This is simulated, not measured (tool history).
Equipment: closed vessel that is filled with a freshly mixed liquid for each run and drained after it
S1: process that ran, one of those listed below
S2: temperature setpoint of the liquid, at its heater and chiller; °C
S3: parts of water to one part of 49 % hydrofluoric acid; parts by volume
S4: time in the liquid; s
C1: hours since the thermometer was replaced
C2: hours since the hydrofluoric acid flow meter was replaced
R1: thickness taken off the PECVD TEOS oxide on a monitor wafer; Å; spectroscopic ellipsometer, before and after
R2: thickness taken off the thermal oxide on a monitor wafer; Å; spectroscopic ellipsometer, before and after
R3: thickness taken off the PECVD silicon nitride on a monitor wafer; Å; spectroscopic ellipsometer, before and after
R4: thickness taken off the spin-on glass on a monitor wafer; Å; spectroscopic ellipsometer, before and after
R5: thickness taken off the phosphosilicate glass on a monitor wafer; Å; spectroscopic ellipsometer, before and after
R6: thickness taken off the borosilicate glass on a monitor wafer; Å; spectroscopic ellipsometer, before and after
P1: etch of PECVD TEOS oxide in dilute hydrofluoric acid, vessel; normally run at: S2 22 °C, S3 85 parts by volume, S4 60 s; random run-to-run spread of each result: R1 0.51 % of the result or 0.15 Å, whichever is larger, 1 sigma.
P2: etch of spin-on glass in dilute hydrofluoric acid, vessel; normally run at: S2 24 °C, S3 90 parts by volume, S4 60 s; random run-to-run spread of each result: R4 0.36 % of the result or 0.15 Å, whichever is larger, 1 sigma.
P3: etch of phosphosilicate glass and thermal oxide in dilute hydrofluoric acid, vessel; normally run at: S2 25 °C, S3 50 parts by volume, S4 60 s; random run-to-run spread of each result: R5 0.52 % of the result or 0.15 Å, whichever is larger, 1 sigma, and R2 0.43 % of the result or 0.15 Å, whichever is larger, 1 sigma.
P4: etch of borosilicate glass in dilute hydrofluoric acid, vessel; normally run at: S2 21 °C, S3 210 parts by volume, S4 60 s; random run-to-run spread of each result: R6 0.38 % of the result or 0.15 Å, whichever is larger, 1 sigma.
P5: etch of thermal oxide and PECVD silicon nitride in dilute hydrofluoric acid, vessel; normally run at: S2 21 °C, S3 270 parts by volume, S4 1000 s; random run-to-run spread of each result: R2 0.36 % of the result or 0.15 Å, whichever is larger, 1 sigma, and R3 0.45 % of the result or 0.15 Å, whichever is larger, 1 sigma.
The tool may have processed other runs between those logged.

| run | day | S1 | S2 | S3 | S4 | C1 | C2 | R1 | R2 | R3 | R4 | R5 | R6 |
|---|---|---|---|---|---|---|---|---|---|---|---|---|---|
| 1 | 0.483 | P1 | 22 | 85 | 60 | 586 | 1814.1 | 69.484 |  |  |  |  |  |
| 2 | 0.983 | P1 | 18.5 | 50 | 60 | 598 | 1826.1 | 107.71 |  |  |  |  |  |
| 3 | 1.346 | P1 | 18 | 85 | 60 | 606.7 | 1834.8 | 59.314 |  |  |  |  |  |
| 4 | 1.796 | P5 | 21 | 165 | 1000 | 617.5 | 1845.6 |  | 235.12 | 120.65 |  |  |  |
| 5 | 2.408 | P2 | 24 | 145 | 60 | 632.2 | 1860.3 |  |  |  | 156.76 |  |  |
| 6 | 2.862 | P5 | 21 | 270 | 1575 | 643.1 | 1871.2 |  | 202.96 | 118.67 |  |  |  |
| 7 | 3.242 | P2 | 24 | 90 | 60 | 652.2 | 1880.3 |  |  |  | 270.99 |  |  |
| 8 | 3.838 | P1 | 22 | 125 | 60 | 666.5 | 1894.6 | 45.739 |  |  |  |  |  |
| 9 | 4.446 | P2 | 24 | 90 | 60 | 681.1 | 1909.2 |  |  |  | 270.52 |  |  |
| 10 | 4.917 | P1 | 25 | 140 | 60 | 692.4 | 1920.5 | 44.506 |  |  |  |  |  |
| 11 | 5.433 | P1 | 22 | 85 | 60 | 704.8 | 1932.9 | 70.611 |  |  |  |  |  |
| 12 | 6.088 | P3 | 25 | 50 | 60 | 720.5 | 1948.6 |  | 62.924 |  |  | 887.57 |  |
| 13 | 6.817 | P3 | 21.5 | 50 | 60 | 738 | 1966.1 |  | 53.886 |  |  | 769.4 |  |
| 14 | 7.533 | P3 | 25 | 50 | 30 | 755.2 | 1983.3 |  | 31.557 |  |  | 445.25 |  |
| 15 | 7.908 | P2 | 24 | 90 | 30 | 764.2 | 1992.3 |  |  |  | 135.49 |  |  |
| 16 | 8.542 | P3 | 25 | 30 | 60 | 779.4 | 2007.5 |  | 107.41 |  |  | 1532.4 |  |
| 17 | 9.267 | P1 | 22 | 85 | 60 | 796.8 | 2024.9 | 70.655 |  |  |  |  |  |
| 18 | 9.767 | P5 | 21 | 270 | 1000 | 808.8 | 2036.9 |  | 129.04 | 74.86 |  |  |  |
| 19 | 10.475 | P4 | 17 | 210 | 60 | 825.8 | 2053.9 |  |  |  |  |  | 57.002 |
| 20 | 10.862 | P4 | 21 | 210 | 30 | 835.1 | 2063.2 |  |  |  |  |  | 32.968 |
| 21 | 11.408 | P1 | 22 | 85 | 60 | 848.2 | 2076.3 | 70.113 |  |  |  |  |  |
| 22 | 11.958 | P1 | 22 | 85 | 60 | 861.4 | 2089.5 | 70.009 |  |  |  |  |  |
| 23 | 12.425 | P1 | 22 | 50 | 60 | 872.6 | 2100.7 | 123.64 |  |  |  |  |  |
| 24 | 13.083 | P4 | 21 | 210 | 60 | 888.4 | 2116.5 |  |  |  |  |  | 67.062 |
| 25 | 13.496 | P1 | 17 | 85 | 95 | 898.3 | 2126.4 | 89.947 |  |  |  |  |  |
| 26 | 14.017 | P1 | 22 | 85 | 30 | 910.8 | 2138.9 | 35.15 |  |  |  |  |  |
| 27 | 14.471 | P4 | 21 | 40 | 60 | 921.7 | 2149.8 |  |  |  |  |  | 420.45 |
| 28 | 15.021 | P1 | 27 | 85 | 60 | 934.9 | 2163 | 84.947 |  |  |  |  |  |

Run 29 comes next. What will it give?
| 29 | 15.4 | P5 | 25.5 | 270 | 1000 | 944 | 2172.1 |  | ? | ? |  |  |  |

{"run 29": {"R2": 152.39, "R3": 99.271}}
